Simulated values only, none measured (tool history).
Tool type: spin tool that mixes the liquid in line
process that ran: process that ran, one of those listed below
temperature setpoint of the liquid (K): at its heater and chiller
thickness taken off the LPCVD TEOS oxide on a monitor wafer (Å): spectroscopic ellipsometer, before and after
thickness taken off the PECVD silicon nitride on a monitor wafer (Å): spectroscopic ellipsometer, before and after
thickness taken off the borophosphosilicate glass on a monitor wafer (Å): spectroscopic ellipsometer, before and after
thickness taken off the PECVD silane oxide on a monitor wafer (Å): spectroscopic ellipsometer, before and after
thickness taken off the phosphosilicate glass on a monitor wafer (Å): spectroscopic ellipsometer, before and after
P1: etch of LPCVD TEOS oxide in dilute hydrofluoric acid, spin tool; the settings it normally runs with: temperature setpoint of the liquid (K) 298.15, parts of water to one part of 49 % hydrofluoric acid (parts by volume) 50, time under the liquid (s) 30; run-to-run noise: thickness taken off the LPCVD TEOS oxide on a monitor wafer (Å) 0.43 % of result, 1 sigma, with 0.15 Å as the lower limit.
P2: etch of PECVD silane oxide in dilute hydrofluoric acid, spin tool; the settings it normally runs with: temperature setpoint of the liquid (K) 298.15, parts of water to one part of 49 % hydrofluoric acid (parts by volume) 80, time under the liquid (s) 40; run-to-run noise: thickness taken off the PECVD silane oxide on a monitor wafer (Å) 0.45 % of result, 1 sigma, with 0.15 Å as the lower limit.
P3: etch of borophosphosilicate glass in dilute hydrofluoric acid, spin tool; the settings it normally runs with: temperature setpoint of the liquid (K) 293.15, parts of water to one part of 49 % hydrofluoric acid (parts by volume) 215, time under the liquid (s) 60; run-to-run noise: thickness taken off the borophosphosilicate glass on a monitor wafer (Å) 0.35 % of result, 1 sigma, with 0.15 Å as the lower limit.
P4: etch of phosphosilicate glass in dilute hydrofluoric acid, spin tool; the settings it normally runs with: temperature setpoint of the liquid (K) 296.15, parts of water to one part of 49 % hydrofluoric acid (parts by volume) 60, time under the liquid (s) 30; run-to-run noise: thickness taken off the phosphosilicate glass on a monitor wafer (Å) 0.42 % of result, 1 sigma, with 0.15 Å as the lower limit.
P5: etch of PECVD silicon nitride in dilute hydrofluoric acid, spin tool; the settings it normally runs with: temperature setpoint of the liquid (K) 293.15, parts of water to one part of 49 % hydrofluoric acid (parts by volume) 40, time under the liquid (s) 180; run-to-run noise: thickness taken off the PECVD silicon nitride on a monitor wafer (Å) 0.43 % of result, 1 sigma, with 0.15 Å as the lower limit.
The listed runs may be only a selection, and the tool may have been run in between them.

run,hour,process that ran,temperature setpoint of the liquid (K),parts of water to one part of 49 % hydrofluoric acid (parts by volume),time under the liquid (s),hours since the thermometer was replaced,hours since the hydrofluoric acid flow meter was replaced,thickness taken off the LPCVD TEOS oxide on a monitor wafer (Å),thickness taken off the PECVD silicon nitride on a monitor wafer (Å),thickness taken off the borophosphosilicate glass on a monitor wafer (Å),thickness taken off the PECVD silane oxide on a monitor wafer (Å),thickness taken off the phosphosilicate glass on a monitor wafer (Å)
1,4,P1,298.15,50,30,735.1,150.6,171.79,,,,
2,7.7,P1,298.15,20,30,738.8,154.3,447.57,,,,
3,12.5,P5,293.15,40,180,743.6,159.1,,56.3,,,
4,16.2,P1,298.15,50,30,747.3,162.8,172.7,,,,
5,21.3,P1,298.15,75,30,752.4,167.9,110.16,,,,
6,25.1,P1,291.65,50,15,756.2,171.7,65.77,,,,
7,31.4,P3,300.15,215,60,762.5,178,,,131.24,,
8,35.9,P1,306.15,50,30,767,182.5,237.09,,,,
9,41.5,P1,290.15,50,30,772.6,188.1,122.28,,,,
10,48.6,P2,298.15,125,40,779.7,195.2,,,,150.78,
11,53.3,P1,298.15,50,15,784.4,199.9,86.195,,,,
12,60.5,P3,293.15,215,60,791.6,207.1,,,100.59,,
13,66.2,P2,290.15,80,40,797.3,212.8,,,,178.76,
14,72.3,P4,296.15,60,15,803.4,218.9,,,,,244.28
# hour 74.4: hydrofluoric acid flow meter replaced
15,77.5,P4,300.65,60,30,808.6,3.2,,,,,582.83
16,81.5,P5,293.15,75,180,812.6,7.2,,30.097,,,
17,88.5,P4,296.15,60,30,819.6,14.2,,,,,486.6
18,91.9,P1,298.15,50,30,823,17.6,171.2,,,,
19,97.5,P1,298.15,50,30,828.6,23.2,171.09,,,,
20,100.9,P2,298.15,80,40,832,26.6,,,,246.88,
21,104.8,P3,293.15,75,60,835.9,30.5,,,334.76,,
22,110.2,P1,298.15,50,60,841.3,35.9,343.34,,,,
23,114.6,P1,301.15,30,30,845.7,40.3,334.17,,,,
24,120.9,P5,301.15,40,180,852,46.6,,96.52,,,
25,125.6,P4,296.15,60,30,856.7,51.3,,,,,486.75
26,131.2,P2,298.15,80,70,862.3,56.9,,,,434.11,

What will run 27 give?
27,135.9,P3,293.15,215,100,867,61.6,,,?,,

Run 27 gave thickness taken off the borophosphosilicate glass on a monitor wafer (Å) 167.88.

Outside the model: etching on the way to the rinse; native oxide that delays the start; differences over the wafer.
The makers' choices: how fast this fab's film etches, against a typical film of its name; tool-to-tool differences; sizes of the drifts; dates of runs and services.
